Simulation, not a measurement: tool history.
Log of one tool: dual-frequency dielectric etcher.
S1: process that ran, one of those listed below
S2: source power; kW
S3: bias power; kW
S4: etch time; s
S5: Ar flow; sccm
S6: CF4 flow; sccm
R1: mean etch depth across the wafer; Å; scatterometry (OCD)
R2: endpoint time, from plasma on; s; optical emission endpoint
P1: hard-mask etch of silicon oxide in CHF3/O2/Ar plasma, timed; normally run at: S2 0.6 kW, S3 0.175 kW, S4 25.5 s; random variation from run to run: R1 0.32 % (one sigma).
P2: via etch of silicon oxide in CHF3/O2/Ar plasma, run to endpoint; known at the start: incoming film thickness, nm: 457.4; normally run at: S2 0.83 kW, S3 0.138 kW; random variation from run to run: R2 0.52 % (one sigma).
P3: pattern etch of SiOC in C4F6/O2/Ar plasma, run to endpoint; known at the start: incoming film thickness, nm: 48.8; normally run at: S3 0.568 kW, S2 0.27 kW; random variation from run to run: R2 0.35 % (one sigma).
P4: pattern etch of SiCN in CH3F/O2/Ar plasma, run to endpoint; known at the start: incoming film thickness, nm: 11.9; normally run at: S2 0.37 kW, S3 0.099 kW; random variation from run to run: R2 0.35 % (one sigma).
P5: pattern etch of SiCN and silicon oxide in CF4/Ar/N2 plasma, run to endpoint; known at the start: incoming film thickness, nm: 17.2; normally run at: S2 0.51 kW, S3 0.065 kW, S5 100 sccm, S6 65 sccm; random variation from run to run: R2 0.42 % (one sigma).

{"run": 1, "hour": 16.1, "S1": "P1", "S2": 0.6, "S3": 0.175, "S4": 25.5, "R1": 514.84}
{"run": 2, "hour": 32.1, "S1": "P1", "S2": 0.73, "S3": 0.175, "S4": 25.5, "R1": 557.23}
{"run": 3, "hour": 42.7, "S1": "P1", "S2": 0.6, "S3": 0.175, "S4": 25.5, "R1": 517.24}
{"run": 4, "hour": 57.1, "S1": "P5", "S2": 0.51, "S3": 0.065, "S5": 100, "S6": 47, "R2": 19.351}
{"run": 5, "hour": 73.9, "S1": "P5", "S2": 0.51, "S3": 0.065, "S5": 138, "S6": 65, "R2": 19.402}
{"run": 6, "hour": 90.1, "S1": "P2", "S2": 0.83, "S3": 0.138, "R2": 218.5}
{"run": 7, "hour": 105.4, "S1": "P1", "S2": 0.49, "S3": 0.175, "S4": 25.5, "R1": 477.11}
{"run": 8, "hour": 121.1, "S1": "P3", "S2": 0.2, "S3": 0.568, "R2": 19.706}
{"run": 9, "hour": 134.3, "S1": "P1", "S2": 0.6, "S3": 0.175, "S4": 37, "R1": 748.93}
{"run": 10, "hour": 147.5, "S1": "P1", "S2": 0.47, "S3": 0.106, "S4": 25.5, "R1": 400.95}
{"run": 11, "hour": 163.6, "S1": "P5", "S2": 0.51, "S3": 0.065, "S5": 100, "S6": 65, "R2": 18.327}
{"run": 12, "hour": 178.3, "S1": "P2", "S2": 1.04, "S3": 0.138, "R2": 202.62}
{"run": 13, "hour": 186.8, "S1": "P4", "S2": 0.37, "S3": 0.099, "R2": 29.178}
{"run": 14, "hour": 197.7, "S1": "P2", "S2": 0.83, "S3": 0.138, "R2": 222.72}
{"run": 15, "hour": 208.7, "S1": "P4", "S2": 0.37, "S3": 0.133, "R2": 26.164}
{"run": 16, "hour": 217.3, "S1": "P1", "S2": 0.6, "S3": 0.175, "S4": 15, "R1": 302.21}
{"run": 17, "hour": 232.8, "S1": "P2", "S2": 0.83, "S3": 0.11, "R2": 236.74}
{"hour": 243.8, "done": "source power generator calibrated"}
{"run": 18, "hour": 245.2, "S1": "P5", "S2": 0.51, "S3": 0.065, "S5": 100, "S6": 65, "R2": 18.379}
{"run": 19, "hour": 261.2, "S1": "P1", "S2": 0.6, "S3": 0.216, "S4": 25.5, "R1": 552.31}
{"run": 20, "hour": 269.7, "S1": "P3", "S2": 0.27, "S3": 0.568, "R2": 17.865}
{"run": 21, "hour": 278.4, "S1": "P4", "S2": 0.49, "S3": 0.099, "R2": 26.199}
{"run": 22, "hour": 287.1, "S1": "P1", "S2": 0.6, "S3": 0.115, "S4": 25.5, "R1": 452.86}
{"run": 23, "hour": 296.0, "S1": "P1", "S2": 0.45, "S3": 0.175, "S4": 37, "R1": 665.57}
{"run": 24, "hour": 312.5, "S1": "P1", "S2": 0.6, "S3": 0.175, "S4": 25.5, "R1": 515.8}
{"run": 25, "hour": 329.4, "S1": "P1", "S2": 0.6, "S3": 0.175, "S4": 25.5, "R1": 516.46}
{"run": 26, "hour": 344.8, "S1": "P5", "S2": 0.31, "S3": 0.065, "S5": 100, "S6": 65, "R2": 28.507}
{"run": 27, "hour": 354.5, "S1": "P3", "S2": 0.27, "S3": 0.673, "R2": 16.665}
{"run": 28, "hour": 369.0, "S1": "P3", "S2": 0.27, "S3": 0.568, "R2": 17.776}
{"run": 29, "hour": 383.7, "S1": "P4", "S2": 0.37, "S3": 0.099, "R2": 29.334}
{"run": 30, "hour": 398.6, "S1": "P1", "S2": 0.6, "S3": 0.175, "S4": 25.5, "R1": 515.13}
{"run": 31, "hour": 413.7, "S1": "P5", "S2": 0.51, "S3": 0.044, "S5": 100, "S6": 65, "R2": 20.751}
{"run": 32, "hour": 431.0, "S1": "P1", "S2": 0.6, "S3": 0.175, "S4": 25.5, "R1": 514.77}
{"run": 33, "hour": 443.9, "S1": "P1", "S2": 0.6, "S3": 0.175, "S4": 25.5, "R1": 511.46}
{"run": 34, "hour": 459.2, "S1": "P1", "S2": 0.6, "S3": 0.175, "S4": 25.5, "R1": 510.09}
{"run": 35, "hour": 473.7, "S1": "P1", "S2": 0.6, "S3": 0.175, "S4": 25.5, "R1": 507.91}
{"run": 36, "hour": 489.9, "S1": "P1", "S2": 0.6, "S3": 0.175, "S4": 25.5, "R1": 507.66}
{"run": 37, "hour": 504.3, "S1": "P1", "S2": 0.6, "S3": 0.175, "S4": 25.5, "R1": 505.75}
{"run": 38, "hour": 513.8, "S1": "P1", "S2": 0.6, "S3": 0.175, "S4": 25.5, "R1": 508.36}
{"hour": 522.0, "done": "wet clean of the chamber"}
{"run": 39, "hour": 524.2, "S1": "P1", "S2": 0.6, "S3": 0.175, "S4": 25.5, "R1": 508.77}
{"run": 40, "hour": 541.8, "S1": "P1", "S2": 0.6, "S3": 0.175, "S4": 25.5, "R1": 504.49}
{"run": 41, "hour": 553.2, "S1": "P1", "S2": 0.6, "S3": 0.175, "S4": 25.5, "R1": 505.67}
{"run": 42, "hour": 567.2, "S1": "P1", "S2": 0.6, "S3": 0.175, "S4": 25.5, "R1": 509.88}
{"run": 43, "hour": 577.8, "S1": "P1", "S2": 0.6, "S3": 0.175, "S4": 25.5, "R1": 507.02}

What P1 gives has crept away from where it was. These 2 causes fit the log equally well, each at the size given:
A: source power that arrives under what is set, % = 4.07
B: bias power that arrives under what is set, % = 4.67
The creep began at about hour 431.
Why every other cause is out:
chamber walls in a state that lowers the etch rate, %: serviced at hour 522, which brought nothing back

4 check runs are offered, each on 2 wafers whose results are averaged, their results left as question marks. Which one tells the causes apart?
{"run": "check 1", "hour": 588.4, "S1": "P3", "S2": 0.27, "S3": 0.568, "R2": "?"}
{"run": "check 2", "hour": 588.4, "S1": "P2", "S2": 0.83, "S3": 0.138, "R2": "?"}
{"run": "check 3", "hour": 588.4, "S1": "P4", "S2": 0.37, "S3": 0.099, "R2": "?"}
{"run": "check 4", "hour": 588.4, "S1": "P5", "S2": 0.51, "S3": 0.065, "S5": 100, "S6": 65, "R2": "?"}

What each check would give under each cause:
check=check_1 result=R2 if_A=18.067 if_B=18.127
check=check_2 result=R2 if_A=224.26 if_B=223.91
check=check_3 result=R2 if_A=29.701 if_B=29.782
check=check_4 result=R2 if_A=19.083 if_B=18.686
How far apart the two closest causes lie, in the result that separates them most: check 1 0.33 %; check 2 0.16 %; check 3 0.27 %; check 4 2.1 %
Check 4 tells the causes apart: in the others they would give nearly the same result.

Check 4 was then run and gave: R2 19.044 s. Which cause is it?

It is A: source power that arrives under what is set, %.

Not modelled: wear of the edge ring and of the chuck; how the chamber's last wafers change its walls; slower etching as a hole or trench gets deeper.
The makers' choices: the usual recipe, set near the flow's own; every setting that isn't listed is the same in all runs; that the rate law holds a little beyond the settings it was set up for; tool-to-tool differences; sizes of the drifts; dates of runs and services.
